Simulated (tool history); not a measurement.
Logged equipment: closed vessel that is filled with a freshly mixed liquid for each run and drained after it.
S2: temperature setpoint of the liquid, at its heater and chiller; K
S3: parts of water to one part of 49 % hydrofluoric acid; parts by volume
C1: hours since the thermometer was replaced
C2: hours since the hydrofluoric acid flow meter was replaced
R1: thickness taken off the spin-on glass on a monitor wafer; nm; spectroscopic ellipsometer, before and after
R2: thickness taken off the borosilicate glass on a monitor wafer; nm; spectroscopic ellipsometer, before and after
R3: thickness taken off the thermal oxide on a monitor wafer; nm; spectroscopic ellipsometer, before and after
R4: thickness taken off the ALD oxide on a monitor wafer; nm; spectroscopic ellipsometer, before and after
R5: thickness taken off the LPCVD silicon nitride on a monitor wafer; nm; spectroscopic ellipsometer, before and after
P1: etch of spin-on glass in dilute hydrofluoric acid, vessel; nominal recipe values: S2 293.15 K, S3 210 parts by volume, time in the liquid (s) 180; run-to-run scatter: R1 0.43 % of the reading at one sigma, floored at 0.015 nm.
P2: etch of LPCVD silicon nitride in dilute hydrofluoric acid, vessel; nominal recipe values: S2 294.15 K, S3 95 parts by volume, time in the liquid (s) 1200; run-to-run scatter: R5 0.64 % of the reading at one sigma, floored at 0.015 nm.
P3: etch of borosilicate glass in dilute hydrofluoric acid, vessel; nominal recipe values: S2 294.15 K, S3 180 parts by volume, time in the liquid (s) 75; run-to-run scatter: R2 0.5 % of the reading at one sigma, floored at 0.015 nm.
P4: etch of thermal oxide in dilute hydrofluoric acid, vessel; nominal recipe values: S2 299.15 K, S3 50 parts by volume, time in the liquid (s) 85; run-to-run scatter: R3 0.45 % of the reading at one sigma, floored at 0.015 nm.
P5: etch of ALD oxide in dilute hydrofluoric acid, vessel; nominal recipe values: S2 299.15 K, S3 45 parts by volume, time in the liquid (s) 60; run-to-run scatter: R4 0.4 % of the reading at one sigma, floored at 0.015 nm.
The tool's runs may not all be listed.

run 1 hour=9.6 | process_that_ran=P1 S2=293.15 S3=210 time_in_the_liquid_(s)=180 | C1=1193.4 C2=670.1 | R1=22.687
run 2 hour=22.6 | process_that_ran=P1 S2=298.65 S3=210 time_in_the_liquid_(s)=180 | C1=1206.4 C2=683.1 | R1=27.854
run 3 hour=30.8 | process_that_ran=P1 S2=293.15 S3=210 time_in_the_liquid_(s)=180 | C1=1214.6 C2=691.3 | R1=22.448
run 4 hour=41.3 | process_that_ran=P3 S2=294.15 S3=180 time_in_the_liquid_(s)=75 | C1=1225.1 C2=701.8 | R2=12.2700
run 5 hour=50.2 | process_that_ran=P4 S2=299.15 S3=50 time_in_the_liquid_(s)=140 | C1=1234.0 C2=710.7 | R3=15.4540
run 6 hour=59.3 | process_that_ran=P1 S2=299.65 S3=210 time_in_the_liquid_(s)=340 | C1=1243.1 C2=719.8 | R1=54.266
run 7 hour=65.3 | process_that_ran=P1 S2=293.15 S3=210 time_in_the_liquid_(s)=80 | C1=1249.1 C2=725.8 | R1=10.073
run 8 hour=78.8 | process_that_ran=P5 S2=303.65 S3=45 time_in_the_liquid_(s)=60 | C1=1262.6 C2=739.3 | R4=30.310
run 9 hour=86.6 | process_that_ran=P5 S2=299.15 S3=45 time_in_the_liquid_(s)=105 | C1=1270.4 C2=747.1 | R4=44.126
run 10 hour=98.4 | process_that_ran=P4 S2=299.15 S3=50 time_in_the_liquid_(s)=85 | C1=1282.2 C2=758.9 | R3=9.2615
run 11 hour=111.3 | process_that_ran=P4 S2=299.15 S3=70 time_in_the_liquid_(s)=85 | C1=1295.1 C2=771.8 | R3=6.5226
run 12 hour=124.1 | process_that_ran=P3 S2=301.65 S3=180 time_in_the_liquid_(s)=75 | C1=1307.9 C2=784.6 | R2=16.1320
run 13 hour=137.7 | process_that_ran=P1 S2=293.15 S3=370 time_in_the_liquid_(s)=180 | C1=1321.5 C2=798.2 | R1=11.076
run 14 hour=144.7 | process_that_ran=P1 S2=293.15 S3=210 time_in_the_liquid_(s)=180 | C1=1328.5 C2=805.2 | R1=22.497
run 15 hour=150.8 | process_that_ran=P1 S2=293.15 S3=210 time_in_the_liquid_(s)=180 | C1=1334.6 C2=811.3 | R1=22.516
run 16 hour=157.8 | process_that_ran=P4 S2=307.15 S3=50 time_in_the_liquid_(s)=85 | C1=1341.6 C2=818.3 | R3=12.7000
run 17 hour=168.0 | process_that_ran=P1 S2=293.15 S3=210 time_in_the_liquid_(s)=345 | C1=1351.8 C2=828.5 | R1=43.374
run 18 hour=175.7 | process_that_ran=P4 S2=299.15 S3=50 time_in_the_liquid_(s)=85 | C1=1359.5 C2=836.2 | R3=9.3324
run 19 hour=183.1 | process_that_ran=P2 S2=294.15 S3=95 time_in_the_liquid_(s)=1200 | C1=1366.9 C2=843.6 | R5=4.3787
run 20 hour=194.9 | process_that_ran=P2 S2=290.15 S3=95 time_in_the_liquid_(s)=1200 | C1=1378.7 C2=855.4 | R5=3.3060
run 21 hour=207.1 | process_that_ran=P2 S2=294.15 S3=50 time_in_the_liquid_(s)=1200 | C1=1390.9 C2=867.6 | R5=8.1690
run 22 hour=219.9 | process_that_ran=P3 S2=294.15 S3=300 time_in_the_liquid_(s)=75 | C1=1403.7 C2=880.4 | R2=6.6106
run 23 hour=229.3 | process_that_ran=P1 S2=293.15 S3=90 time_in_the_liquid_(s)=180 | C1=1413.1 C2=889.8 | R1=60.143
run 24 hour=242.3 | process_that_ran=P1 S2=290.15 S3=210 time_in_the_liquid_(s)=180 | C1=1426.1 C2=902.8 | R1=20.181
run 25 hour=254.7 | process_that_ran=P5 S2=299.15 S3=45 time_in_the_liquid_(s)=60 | C1=1438.5 C2=915.2 | R4=25.208
run 26 hour=262.9 | process_that_ran=P5 S2=299.15 S3=75 time_in_the_liquid_(s)=60 | C1=1446.7 C2=923.4 | R4=14.468
run 27 hour=271.6 | process_that_ran=P1 S2=293.15 S3=210 time_in_the_liquid_(s)=180 | C1=1455.4 C2=932.1 | R1=22.533
run 28 hour=279.4 | process_that_ran=P3 S2=294.15 S3=180 time_in_the_liquid_(s)=30 | C1=1463.2 C2=939.9 | R2=4.9590
run 29 hour=289.0 | process_that_ran=P2 S2=294.15 S3=95 time_in_the_liquid_(s)=1840 | C1=1472.8 C2=949.5 | R5=6.7037
run 30 hour=300.4 | process_that_ran=P1 S2=293.15 S3=210 time_in_the_liquid_(s)=180 | C1=1484.2 C2=960.9 | R1=22.457
run 31 hour=309.6 | process_that_ran=P1 S2=293.15 S3=345 time_in_the_liquid_(s)=325 | C1=1493.4 C2=970.1 | R1=21.878
run 32 hour=319.9 | process_that_ran=P1 S2=293.15 S3=210 time_in_the_liquid_(s)=180 | C1=1503.7 C2=980.4 | R1=22.488
run 33 hour=326.7 | process_that_ran=P1 S2=293.15 S3=210 time_in_the_liquid_(s)=180 | C1=1510.5 C2=987.2 | R1=22.286
run 34 hour=334.1 | process_that_ran=P1 S2=293.15 S3=210 time_in_the_liquid_(s)=180 | C1=1517.9 C2=994.6 | R1=21.975
run 35 hour=341.0 | process_that_ran=P1 S2=293.15 S3=210 time_in_the_liquid_(s)=180 | C1=1524.8 C2=1001.5 | R1=21.707
run 36 hour=354.0 | process_that_ran=P1 S2=293.15 S3=210 time_in_the_liquid_(s)=180 | C1=1537.8 C2=1014.5 | R1=21.651
run 37 hour=360.9 | process_that_ran=P1 S2=293.15 S3=210 time_in_the_liquid_(s)=180 | C1=1544.7 C2=1021.4 | R1=21.386
run 38 hour=370.2 | process_that_ran=P1 S2=293.15 S3=210 time_in_the_liquid_(s)=180 | C1=1554.0 C2=1030.7 | R1=21.374
run 39 hour=381.0 | process_that_ran=P1 S2=293.15 S3=210 time_in_the_liquid_(s)=180 | C1=1564.8 C2=1041.5 | R1=21.302
run 40 hour=391.8 | process_that_ran=P1 S2=293.15 S3=210 time_in_the_liquid_(s)=180 | C1=1575.6 C2=1052.3 | R1=21.222
run 41 hour=402.4 | process_that_ran=P1 S2=293.15 S3=210 time_in_the_liquid_(s)=180 | C1=1586.2 C2=1062.9 | R1=21.216
run 42 hour=415.6 | process_that_ran=P1 S2=293.15 S3=210 time_in_the_liquid_(s)=180 | C1=1599.4 C2=1076.1 | R1=21.210

P1 no longer gives what it gave before; its output has crept away from where it was. The following 2 causes, each at its listed size, fit the log equally well:
A: liquid colder than its thermometer reads (K) = 1.63
B: hydrofluoric acid flow below the setpoint (%) = 5.07
The onset of the drift is placed at about hour 319.9.

Which of the 4 check runs listed below separates the causes, so that each cause would produce a clearly different result? Each run uses one wafer, and its results are marked with question marks.
run check 1 hour=428.8 | process_that_ran=P2 S2=290.15 S3=95 time_in_the_liquid_(s)=1200 | R5=?
run check 2 hour=428.8 | process_that_ran=P3 S2=299.15 S3=180 time_in_the_liquid_(s)=35 | R2=?
run check 3 hour=428.8 | process_that_ran=P4 S2=306.15 S3=50 time_in_the_liquid_(s)=85 | R3=?
run check 4 hour=428.8 | process_that_ran=P5 S2=302.15 S3=75 time_in_the_liquid_(s)=60 | R4=?

How each check would come out, cause by cause:
check=check_1 result=R5 if_A=2.9695 if_B=3.1667
check=check_2 result=R2 if_A=6.5465 if_B=6.5286
check=check_3 result=R3 if_A=11.5670 if_B=11.6410
check=check_4 result=R4 if_A=15.376 if_B=15.463
Minimum pairwise separation of causes per check, each pair taken at its best-separating result: check 1 6.43 %; check 2 0.27 %; check 3 0.64 %; check 4 0.56 %
Only check 1 tells the causes apart: in the others they would give nearly the same result.

Here is what check 1 returned: R5 2.9511 nm. Which cause is it?

Of the candidate causes, it is A: liquid colder than its thermometer reads (K).

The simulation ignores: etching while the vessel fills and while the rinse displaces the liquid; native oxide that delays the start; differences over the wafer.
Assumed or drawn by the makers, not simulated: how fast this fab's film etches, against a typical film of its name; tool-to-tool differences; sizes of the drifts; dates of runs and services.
